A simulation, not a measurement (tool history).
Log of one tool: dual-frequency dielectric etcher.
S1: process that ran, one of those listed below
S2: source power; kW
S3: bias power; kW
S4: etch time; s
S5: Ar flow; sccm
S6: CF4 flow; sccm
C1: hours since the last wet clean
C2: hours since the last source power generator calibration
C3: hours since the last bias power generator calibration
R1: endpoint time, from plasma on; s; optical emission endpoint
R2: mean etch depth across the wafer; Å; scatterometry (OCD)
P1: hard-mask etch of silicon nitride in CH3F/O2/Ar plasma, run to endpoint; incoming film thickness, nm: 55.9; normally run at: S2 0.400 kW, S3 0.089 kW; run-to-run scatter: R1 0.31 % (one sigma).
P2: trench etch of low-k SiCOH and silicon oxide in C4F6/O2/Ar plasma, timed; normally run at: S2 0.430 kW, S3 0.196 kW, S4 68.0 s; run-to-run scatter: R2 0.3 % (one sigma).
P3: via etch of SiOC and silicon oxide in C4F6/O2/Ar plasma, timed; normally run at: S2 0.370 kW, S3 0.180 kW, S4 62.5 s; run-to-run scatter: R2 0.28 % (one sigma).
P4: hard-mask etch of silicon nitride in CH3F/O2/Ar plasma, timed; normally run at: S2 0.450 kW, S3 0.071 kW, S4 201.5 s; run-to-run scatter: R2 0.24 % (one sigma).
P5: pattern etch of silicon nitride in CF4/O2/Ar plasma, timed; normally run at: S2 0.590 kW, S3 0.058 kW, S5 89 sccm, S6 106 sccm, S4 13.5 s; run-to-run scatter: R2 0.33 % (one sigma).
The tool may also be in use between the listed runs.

run 1 hour=3.3 | S1=P1 S2=0.400 S3=0.089 | C1=287.0 C2=2434.2 C3=2239.4 | R1=76.160
run 2 hour=10.6 | S1=P1 S2=0.400 S3=0.061 | C1=294.3 C2=2441.5 C3=2246.7 | R1=87.364
run 3 hour=17.9 | S1=P1 S2=0.560 S3=0.089 | C1=301.6 C2=2448.8 C3=2254.0 | R1=67.686
run 4 hour=24.7 | S1=P4 S2=0.450 S3=0.071 S4=201.5 | C1=308.4 C2=2455.6 C3=2260.8 | R2=1438.90
run 5 hour=27.9 | S1=P1 S2=0.400 S3=0.089 | C1=311.6 C2=2458.8 C3=2264.0 | R1=76.208
run 6 hour=31.3 | S1=P1 S2=0.400 S3=0.089 | C1=315.0 C2=2462.2 C3=2267.4 | R1=76.476
-- hour=33.3 source power generator calibrated
run 7 hour=35.4 | S1=P4 S2=0.290 S3=0.071 S4=201.5 | C1=319.1 C2=2.2 C3=2271.5 | R2=1215.70
run 8 hour=42.1 | S1=P5 S2=0.590 S3=0.058 S4=18.5 S5=89 S6=106 | C1=325.8 C2=8.9 C3=2278.2 | R2=445.92
run 9 hour=46.8 | S1=P4 S2=0.450 S3=0.071 S4=283.5 | C1=330.5 C2=13.6 C3=2282.9 | R2=2023.20
run 10 hour=53.5 | S1=P2 S2=0.340 S3=0.196 S4=68.0 | C1=337.2 C2=20.3 C3=2289.6 | R2=2175.50
run 11 hour=60.6 | S1=P1 S2=0.250 S3=0.057 | C1=344.3 C2=27.4 C3=2296.7 | R1=106.540
run 12 hour=64.1 | S1=P3 S2=0.370 S3=0.180 S4=86.5 | C1=347.8 C2=30.9 C3=2300.2 | R2=936.69
run 13 hour=68.3 | S1=P5 S2=0.590 S3=0.058 S4=13.5 S5=89 S6=106 | C1=352.0 C2=35.1 C3=2304.4 | R2=326.59
run 14 hour=72.4 | S1=P2 S2=0.430 S3=0.196 S4=68.0 | C1=356.1 C2=39.2 C3=2308.5 | R2=2365.60
run 15 hour=76.3 | S1=P4 S2=0.450 S3=0.071 S4=201.5 | C1=360.0 C2=43.1 C3=2312.4 | R2=1441.70
run 16 hour=81.8 | S1=P5 S2=0.590 S3=0.058 S4=13.5 S5=55 S6=106 | C1=365.5 C2=48.6 C3=2317.9 | R2=342.07
run 17 hour=86.6 | S1=P2 S2=0.430 S3=0.159 S4=68.0 | C1=370.3 C2=53.4 C3=2322.7 | R2=2224.40
run 18 hour=91.7 | S1=P5 S2=0.590 S3=0.058 S4=13.5 S5=89 S6=106 | C1=375.4 C2=58.5 C3=2327.8 | R2=327.12
run 19 hour=95.0 | S1=P3 S2=0.370 S3=0.180 S4=62.5 | C1=378.7 C2=61.8 C3=2331.1 | R2=680.10
run 20 hour=101.2 | S1=P1 S2=0.400 S3=0.089 | C1=384.9 C2=68.0 C3=2337.3 | R1=76.478
run 21 hour=104.9 | S1=P1 S2=0.290 S3=0.089 | C1=388.6 C2=71.7 C3=2341.0 | R1=86.450
run 22 hour=109.5 | S1=P5 S2=0.590 S3=0.040 S4=13.5 S5=89 S6=106 | C1=393.2 C2=76.3 C3=2345.6 | R2=286.22
run 23 hour=115.2 | S1=P5 S2=0.450 S3=0.058 S4=13.5 S5=89 S6=106 | C1=398.9 C2=82.0 C3=2351.3 | R2=259.10
run 24 hour=122.4 | S1=P4 S2=0.450 S3=0.101 S4=201.5 | C1=406.1 C2=89.2 C3=2358.5 | R2=1630.30
run 25 hour=129.5 | S1=P1 S2=0.400 S3=0.089 | C1=413.2 C2=96.3 C3=2365.6 | R1=76.646
run 26 hour=134.2 | S1=P3 S2=0.520 S3=0.180 S4=62.5 | C1=417.9 C2=101.0 C3=2370.3 | R2=776.38
run 27 hour=140.5 | S1=P1 S2=0.400 S3=0.123 | C1=424.2 C2=107.3 C3=2376.6 | R1=68.007
run 28 hour=146.1 | S1=P2 S2=0.430 S3=0.196 S4=37.5 | C1=429.8 C2=112.9 C3=2382.2 | R2=1303.70
run 29 hour=150.0 | S1=P3 S2=0.370 S3=0.180 S4=62.5 | C1=433.7 C2=116.8 C3=2386.1 | R2=680.75
run 30 hour=154.7 | S1=P5 S2=0.590 S3=0.058 S4=13.5 S5=89 S6=139 | C1=438.4 C2=121.5 C3=2390.8 | R2=334.58
run 31 hour=161.2 | S1=P3 S2=0.370 S3=0.228 S4=62.5 | C1=444.9 C2=128.0 C3=2397.3 | R2=736.05
run 32 hour=164.7 | S1=P1 S2=0.400 S3=0.089 | C1=448.4 C2=131.5 C3=2400.8 | R1=76.367
run 33 hour=170.9 | S1=P1 S2=0.400 S3=0.089 | C1=454.6 C2=137.7 C3=2407.0 | R1=76.542

Run 34 comes next. What will it give?
run 34 hour=176.9 | S1=P1 S2=0.400 S3=0.089 | C1=460.6 C2=143.7 C3=2413.0 | R1=?

Run 34 gave R1 77.039 s.

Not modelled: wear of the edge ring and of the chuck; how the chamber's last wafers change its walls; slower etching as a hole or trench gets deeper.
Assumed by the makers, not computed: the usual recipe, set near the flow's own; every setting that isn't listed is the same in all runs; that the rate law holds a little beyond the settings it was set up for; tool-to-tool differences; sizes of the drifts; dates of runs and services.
